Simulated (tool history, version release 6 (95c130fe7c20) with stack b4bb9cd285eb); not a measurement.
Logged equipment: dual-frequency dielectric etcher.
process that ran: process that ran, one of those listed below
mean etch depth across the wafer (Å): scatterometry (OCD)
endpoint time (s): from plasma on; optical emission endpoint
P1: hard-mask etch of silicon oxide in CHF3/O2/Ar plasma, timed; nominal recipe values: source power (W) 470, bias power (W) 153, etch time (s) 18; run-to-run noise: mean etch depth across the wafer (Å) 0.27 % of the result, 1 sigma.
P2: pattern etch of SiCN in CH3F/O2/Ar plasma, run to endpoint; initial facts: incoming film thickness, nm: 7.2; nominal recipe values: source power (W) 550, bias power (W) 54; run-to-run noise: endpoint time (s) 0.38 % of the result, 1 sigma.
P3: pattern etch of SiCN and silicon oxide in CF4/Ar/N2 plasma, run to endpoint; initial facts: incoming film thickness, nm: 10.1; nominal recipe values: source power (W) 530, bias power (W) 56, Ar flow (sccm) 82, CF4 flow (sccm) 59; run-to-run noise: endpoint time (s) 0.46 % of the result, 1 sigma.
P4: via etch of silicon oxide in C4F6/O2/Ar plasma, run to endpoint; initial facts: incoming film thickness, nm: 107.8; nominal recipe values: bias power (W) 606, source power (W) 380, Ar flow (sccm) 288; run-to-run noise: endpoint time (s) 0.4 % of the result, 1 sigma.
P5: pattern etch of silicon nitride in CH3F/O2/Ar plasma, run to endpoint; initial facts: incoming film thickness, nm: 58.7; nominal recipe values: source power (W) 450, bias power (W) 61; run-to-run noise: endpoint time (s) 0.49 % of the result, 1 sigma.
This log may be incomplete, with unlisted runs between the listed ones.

run,hour,process that ran,source power (W),bias power (W),etch time (s),Ar flow (sccm),CF4 flow (sccm),mean etch depth across the wafer (Å),endpoint time (s)
1,11.9,P1,470,153,18,,,304.87,
2,18.8,P3,530,56,,82,59,,10.6280
3,26.5,P1,470,153,18,,,304.56,
4,37.5,P3,530,56,,114,59,,11.2370
5,49.6,P4,380,606,,197,,,21.1070
6,57.7,P1,300,153,18,,,255.44,
7,65.2,P3,720,56,,82,59,,8.0681
8,78.9,P1,470,153,18,,,304.99,
# hour 87.7: wet clean of the chamber
9,91.8,P2,550,66,,,,,17.0640
10,99.6,P4,380,489,,288,,,23.9960
11,112.8,P1,470,153,18,,,304.13,
12,121.9,P5,450,81,,,,,77.0060
13,135.3,P4,250,606,,288,,,25.3890
14,141.9,P5,450,61,,,,,83.9250
15,150.2,P3,530,75,,82,59,,9.6353
16,160.5,P4,380,606,,288,,,22.0830
17,172.2,P3,530,56,,82,41,,11.2830
18,180.7,P1,470,153,26,,,436.86,
19,189.5,P1,470,153,12,,,202.68,
20,195.6,P2,550,54,,,,,18.2290
21,206.4,P2,690,54,,,,,16.7330
22,215.2,P1,470,125,18,,,283.61,
23,221.9,P3,530,56,,82,59,,10.6480
24,230.6,P4,380,606,,288,,,22.1240
25,238.6,P5,450,61,,,,,83.6660
26,251.2,P1,610,153,18,,,336.75,
27,257.9,P5,540,61,,,,,78.3400
28,265.4,P1,470,200,11,,,202.97,
29,276.5,P1,470,198,18,,,333.15,
30,284.0,P1,470,153,18,,,304.25,
31,296.6,P1,470,153,18,,,304.56,
32,305.5,P1,470,153,18,,,306.60,
33,317.1,P1,470,153,18,,,308.47,
34,329.1,P1,470,153,18,,,308.09,
35,339.7,P1,470,153,18,,,308.27,
36,349.0,P1,470,153,18,,,310.13,
# hour 352.7: wet clean of the chamber
37,357.4,P1,470,153,18,,,308.95,
38,365.4,P1,470,153,18,,,308.75,
39,371.8,P1,470,153,18,,,308.34,

The log shows P1 creeping away from where it was. Any of the 2 causes listed here, at the size stated for it, fits the log just as well as the others:
A: source power that arrives over what is set, % = 4.08
B: bias power that arrives over what is set, % = 4.73
The creep began at about hour 296.6.
Ruled out, with reasons:
chamber walls in a state that raises the etch rate, %: maintenance at hour 352.7, after the shift began, did not return the process to its former output

Which of the 4 check runs listed below, each an average over 3 wafers with its results shown as question marks, gives clearly different results under the different listed causes?
check 1,378.2,P5,450,61,,,,,?
check 2,378.2,P4,380,606,,288,,,?
check 3,378.2,P2,550,54,,,,,?
check 4,378.2,P3,530,56,,82,59,,?

What each check would give under each cause:
check,result,if A,if B
check 1,endpoint time (s),82.8320,82.8510
check 2,endpoint time (s),21.6380,21.5680
check 3,endpoint time (s),17.9800,17.9900
check 4,endpoint time (s),10.2460,10.4650
Separation of the two closest causes in each check, using whichever result separates them best: check 1 0.02 %; check 2 0.32 %; check 3 0.06 %; check 4 2.11 %
The other checks would show nearly matching results whichever cause is true, so check 4 is the only one that separates the causes.

Here is what check 4 returned: endpoint time (s) 10.2400. Which cause is it?

The correct cause is A, namely: source power that arrives over what is set, %.
